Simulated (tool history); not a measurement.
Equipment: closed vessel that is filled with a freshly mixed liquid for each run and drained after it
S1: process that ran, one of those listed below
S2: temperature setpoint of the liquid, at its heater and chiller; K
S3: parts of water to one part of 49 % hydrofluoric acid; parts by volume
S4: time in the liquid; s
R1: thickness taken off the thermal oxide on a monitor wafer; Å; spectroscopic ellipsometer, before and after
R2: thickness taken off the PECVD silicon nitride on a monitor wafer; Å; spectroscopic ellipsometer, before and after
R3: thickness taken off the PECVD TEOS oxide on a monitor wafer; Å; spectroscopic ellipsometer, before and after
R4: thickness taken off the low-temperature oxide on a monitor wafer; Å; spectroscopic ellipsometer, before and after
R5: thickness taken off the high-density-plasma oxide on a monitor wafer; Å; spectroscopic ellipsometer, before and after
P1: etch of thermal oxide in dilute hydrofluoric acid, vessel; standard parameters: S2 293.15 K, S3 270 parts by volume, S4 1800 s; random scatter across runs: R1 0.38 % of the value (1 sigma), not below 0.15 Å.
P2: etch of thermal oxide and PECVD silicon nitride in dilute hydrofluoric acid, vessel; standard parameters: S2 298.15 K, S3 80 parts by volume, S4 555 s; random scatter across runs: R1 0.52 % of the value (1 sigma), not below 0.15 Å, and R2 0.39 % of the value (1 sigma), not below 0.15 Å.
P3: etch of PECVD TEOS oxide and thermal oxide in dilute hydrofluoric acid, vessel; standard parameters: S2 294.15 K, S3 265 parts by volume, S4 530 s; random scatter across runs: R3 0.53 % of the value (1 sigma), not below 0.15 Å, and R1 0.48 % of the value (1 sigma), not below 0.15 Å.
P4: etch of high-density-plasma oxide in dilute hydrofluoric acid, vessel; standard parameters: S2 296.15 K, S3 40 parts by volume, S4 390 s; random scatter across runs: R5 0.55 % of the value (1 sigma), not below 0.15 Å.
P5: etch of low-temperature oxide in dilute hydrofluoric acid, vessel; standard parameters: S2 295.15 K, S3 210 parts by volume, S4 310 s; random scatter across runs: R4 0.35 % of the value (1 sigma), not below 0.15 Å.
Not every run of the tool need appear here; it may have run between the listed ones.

run 1 hour=9.7 | S1=P1 S2=293.15 S3=270 S4=1800 | R1=223.780
run 2 hour=22.1 | S1=P2 S2=298.15 S3=50 S4=555 | R1=569.140 R2=425.36
run 3 hour=31.5 | S1=P1 S2=293.15 S3=270 S4=1800 | R1=222.310
run 4 hour=43.9 | S1=P1 S2=293.15 S3=270 S4=3600 | R1=445.190
-- hour=50.9 hydrofluoric acid flow meter replaced
run 5 hour=53.1 | S1=P1 S2=293.15 S3=270 S4=1800 | R1=223.050
run 6 hour=60.8 | S1=P1 S2=290.15 S3=270 S4=1800 | R1=199.260
run 7 hour=72.9 | S1=P1 S2=293.15 S3=450 S4=1800 | R1=114.560
run 8 hour=82.2 | S1=P3 S2=294.15 S3=155 S4=530 | R1=130.230 R3=489.14
run 9 hour=91.8 | S1=P5 S2=295.15 S3=40 S4=310 | R4=2721.100
run 10 hour=101.4 | S1=P4 S2=296.15 S3=40 S4=70 | R5=92.676
run 11 hour=110.7 | S1=P5 S2=295.15 S3=210 S4=310 | R4=427.670
run 12 hour=116.3 | S1=P5 S2=290.15 S3=210 S4=310 | R4=354.700
run 13 hour=128.6 | S1=P3 S2=301.15 S3=265 S4=530 | R1=87.457 R3=323.61
run 14 hour=139.2 | S1=P1 S2=293.15 S3=270 S4=1800 | R1=223.230
run 15 hour=145.8 | S1=P1 S2=299.65 S3=130 S4=1800 | R1=688.190
run 16 hour=152.2 | S1=P4 S2=302.65 S3=40 S4=390 | R5=665.800
run 17 hour=164.5 | S1=P3 S2=294.15 S3=265 S4=530 | R1=67.821 R3=257.41
run 18 hour=171.3 | S1=P2 S2=298.15 S3=80 S4=555 | R1=343.580 R2=268.38
run 19 hour=183.0 | S1=P4 S2=296.15 S3=70 S4=390 | R5=282.110
run 20 hour=191.1 | S1=P2 S2=298.15 S3=80 S4=555 | R1=340.930 R2=269.67
run 21 hour=202.0 | S1=P5 S2=295.15 S3=210 S4=60 | R4=83.324
run 22 hour=209.0 | S1=P2 S2=298.15 S3=80 S4=915 | R1=563.520 R2=444.34
run 23 hour=218.3 | S1=P1 S2=293.15 S3=55 S4=1800 | R1=1366.300
run 24 hour=229.8 | S1=P3 S2=294.15 S3=265 S4=530 | R1=68.435 R3=255.99
run 25 hour=240.3 | S1=P1 S2=301.15 S3=270 S4=1800 | R1=295.750
run 26 hour=246.7 | S1=P1 S2=290.15 S3=270 S4=1065 | R1=117.690
run 27 hour=252.6 | S1=P1 S2=293.15 S3=270 S4=1800 | R1=222.760
run 28 hour=259.9 | S1=P5 S2=295.15 S3=210 S4=310 | R4=429.950
run 29 hour=266.3 | S1=P3 S2=294.15 S3=265 S4=910 | R1=118.170 R3=440.08
run 30 hour=276.3 | S1=P1 S2=290.15 S3=270 S4=3290 | R1=366.560
run 31 hour=284.8 | S1=P4 S2=296.15 S3=40 S4=390 | R5=515.960
run 32 hour=291.2 | S1=P1 S2=293.15 S3=270 S4=865 | R1=107.170
run 33 hour=300.6 | S1=P2 S2=304.15 S3=80 S4=555 | R1=427.600 R2=394.71
run 34 hour=312.2 | S1=P1 S2=293.15 S3=270 S4=1800 | R1=221.670
run 35 hour=324.5 | S1=P1 S2=293.15 S3=270 S4=1800 | R1=230.940
run 36 hour=332.8 | S1=P1 S2=293.15 S3=270 S4=1800 | R1=231.660
run 37 hour=342.6 | S1=P1 S2=293.15 S3=270 S4=1800 | R1=234.560
run 38 hour=352.6 | S1=P1 S2=293.15 S3=270 S4=1800 | R1=235.510
run 39 hour=360.4 | S1=P1 S2=293.15 S3=270 S4=1800 | R1=236.450
run 40 hour=366.8 | S1=P1 S2=293.15 S3=270 S4=1800 | R1=234.860
run 41 hour=378.8 | S1=P1 S2=293.15 S3=270 S4=1800 | R1=236.630

P1 has crept away from where it was. The log is fitted equally well by each of these 2 causes, at the sizes shown:
A: hydrofluoric acid flow above the setpoint (%) = 4.23
B: liquid hotter than its thermometer reads (K) = 1.41
At approximately hour 312.2, the process output began to creep.

Consider the 4 single-wafer check runs listed below, results given as question marks: which one distinguishes between the causes by giving clearly different results for each?
run check 1 hour=390.8 | S1=P5 S2=290.15 S3=210 S4=95 | R4=?
run check 2 hour=390.8 | S1=P4 S2=301.15 S3=70 S4=390 | R5=?
run check 3 hour=390.8 | S1=P2 S2=298.15 S3=55 S4=910 | R1=? R2=?
run check 4 hour=390.8 | S1=P3 S2=298.15 S3=265 S4=530 | R1=? R3=?

Outcome of each check run for each possible cause:
check=check_1 result=R4 if_A=114.120 if_B=114.850
check=check_2 result=R5 if_A=361.120 if_B=364.550
check=check_3 result=R1 if_A=881.030 if_B=892.200
check=check_3 result=R2 if_A=662.02 if_B=698.06
check=check_4 result=R1 if_A=83.148 if_B=82.856
check=check_4 result=R3 if_A=311.05 if_B=309.96
Separation of the two closest causes in each check, using whichever result separates them best: check 1 0.63 %; check 2 0.94 %; check 3 5.3 %; check 4 0.35 %
Only check 3 tells the causes apart: in the others they would give nearly the same result.

Check 3 has now been run. It gave: R1 882.330 Å; R2 663.32 Å. Which of the candidate causes is it?

A is the cause: hydrofluoric acid flow above the setpoint (%).
